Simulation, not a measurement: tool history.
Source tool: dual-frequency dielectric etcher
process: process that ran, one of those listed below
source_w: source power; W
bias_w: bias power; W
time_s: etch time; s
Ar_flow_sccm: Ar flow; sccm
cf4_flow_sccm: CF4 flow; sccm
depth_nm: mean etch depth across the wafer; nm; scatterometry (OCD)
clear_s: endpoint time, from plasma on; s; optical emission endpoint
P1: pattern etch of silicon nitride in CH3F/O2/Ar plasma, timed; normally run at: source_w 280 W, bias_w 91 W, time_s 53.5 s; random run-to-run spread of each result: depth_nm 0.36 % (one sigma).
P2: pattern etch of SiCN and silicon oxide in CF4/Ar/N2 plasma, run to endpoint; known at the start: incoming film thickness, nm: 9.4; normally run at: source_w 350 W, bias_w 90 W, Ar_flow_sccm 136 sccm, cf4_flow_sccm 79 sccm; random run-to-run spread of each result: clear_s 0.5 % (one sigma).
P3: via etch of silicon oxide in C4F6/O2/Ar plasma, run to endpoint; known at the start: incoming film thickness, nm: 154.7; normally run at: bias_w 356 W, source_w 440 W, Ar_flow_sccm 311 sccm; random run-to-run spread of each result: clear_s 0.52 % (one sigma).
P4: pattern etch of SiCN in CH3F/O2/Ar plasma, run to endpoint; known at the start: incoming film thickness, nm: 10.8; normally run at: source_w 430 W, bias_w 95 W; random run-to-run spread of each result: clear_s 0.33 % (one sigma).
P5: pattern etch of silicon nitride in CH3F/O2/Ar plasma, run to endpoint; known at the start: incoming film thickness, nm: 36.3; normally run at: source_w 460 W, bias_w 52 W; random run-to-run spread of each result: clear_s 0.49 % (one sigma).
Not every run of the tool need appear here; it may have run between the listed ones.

run	day	process	source_w	bias_w	time_s	Ar_flow_sccm	cf4_flow_sccm	hours since the last wet clean	hours since the last source power generator calibration	hours since the last bias power generator calibration	depth_nm	clear_s
1	0.392	P1	280	91	53.5			174.8	261.8	2985.2	34.791	
2	0.842	P2	350	90		136	79	185.6	272.6	2996		12.906
3	1.458	P3	440	482		311		200.4	287.4	3010.8		34.975
4	1.838	P1	330	64	53.5			209.5	296.5	3019.9	32.544	
# day 2.379: bias power generator calibrated
5	2.504	P1	280	91	35.5			225.5	312.5	3	23.146	
6	3.058	P1	280	91	69			238.8	325.8	16.3	45.061	
7	3.633	P2	350	90		136	79	252.6	339.6	30.1		12.78
8	4.112	P2	200	90		136	79	264.1	351.1	41.6		20.963
9	4.588	P4	260	95				275.5	362.5	53		29.951
10	5.062	P1	280	91	53.5			286.9	373.9	64.4	34.949	
11	5.417	P1	170	91	53.5			295.4	382.4	72.9	28.893	
12	6.012	P2	350	90		136	95	309.7	396.7	87.2		12.527
13	6.654	P5	350	52				325.1	412.1	102.6		60.357
14	7.229	P4	430	60				338.9	425.9	116.4		29.27
15	7.621	P1	280	91	53.5			348.3	435.3	125.8	34.889	
# day 7.875: wet clean of the chamber
16	8.167	P2	350	118		136	79	7	448.4	138.9		11.535
17	8.508	P1	280	109	77			15.2	456.6	147.1	53.609	
18	9.062	P5	460	65				28.5	469.9	160.4		50.502
19	9.504	P1	350	91	53.5			39.1	480.5	171	37.967	
20	9.9	P3	440	356		311		48.6	490	180.5		39.148
21	10.55	P4	430	95				64.2	505.6	196.1		24.867
22	11.025	P1	280	129	53.5			75.6	517	207.5	39.822	
23	11.621	P5	460	52				89.9	531.3	221.8		54.617
24	12.188	P1	280	91	53.5			103.5	544.9	235.4	34.992	
25	12.767	P3	440	356		398		117.4	558.8	249.3		40.275
26	13.196	P1	280	66	53.5			127.7	569.1	259.6	30.905	
27	13.65	P2	350	90		175	79	138.6	580	270.5		13.379
28	14.083	P3	350	356		311		149	590.4	280.9		42.594
29	14.688	P5	460	52				163.5	604.9	295.4		53.745
30	15.329	P4	430	95				178.9	620.3	310.8		24.972
31	15.954	P1	280	91	53.5			193.9	635.3	325.8	34.614	
32	16.262	P1	280	91	53.5			201.3	642.7	333.2	34.679	
33	16.588	P1	280	91	53.5			209.1	650.5	341	34.473	
34	17.133	P1	280	91	53.5			222.2	663.6	354.1	34.321	
35	17.517	P1	280	91	53.5			231.4	672.8	363.3	34.472	
# day 17.608: wet clean of the chamber
36	18.008	P1	280	91	53.5			9.6	684.6	375.1	34.268	
37	18.55	P1	280	91	53.5			22.6	697.6	388.1	34.221	
38	19.025	P1	280	91	53.5			34	709	399.5	34.231	
39	19.617	P1	280	91	53.5			48.2	723.2	413.7	34.315	

Compared with where it was, what P1 gives has crept away. Each cause listed below fits the log as well as the rest, at the size given for it:
A: source power that arrives under what is set, % = 4.74
B: bias power that arrives under what is set, % = 4.79
Creep in the process output first set in at about day 16.262.
Each remaining cause and why it is not a fit:
chamber walls in a state that lowers the etch rate, %: its service at day 17.608 followed the start of the drift and did not put the process back to its old value

4 check runs are offered, each on 3 wafers whose results are averaged, their results left as question marks. Which one tells the causes apart?
check 1	20.208	P4	270	62								?
check 2	20.208	P3	440	356		375						?
check 3	20.208	P2	230	90		173	79					?
check 4	20.208	P5	460	64								?

Expected result of each check under each candidate cause:
check	result	if A	if B
check 1	clear_s	35.227	35.19
check 2	clear_s	40.57	40.53
check 3	clear_s	19.922	19.47
check 4	clear_s	51.577	51.446
Distance between the nearest two causes, measured in the result of the check that separates them most: check 1 0.1 %; check 2 0.1 %; check 3 2.29 %; check 4 0.25 %
The causes can be told apart only by check 3. The other checks would give nearly the same results under each of them.

Check 3 was carried out, with these results: clear_s 19.428 s. Which of the listed causes is responsible?

The correct cause is B, namely: bias power that arrives under what is set, %.
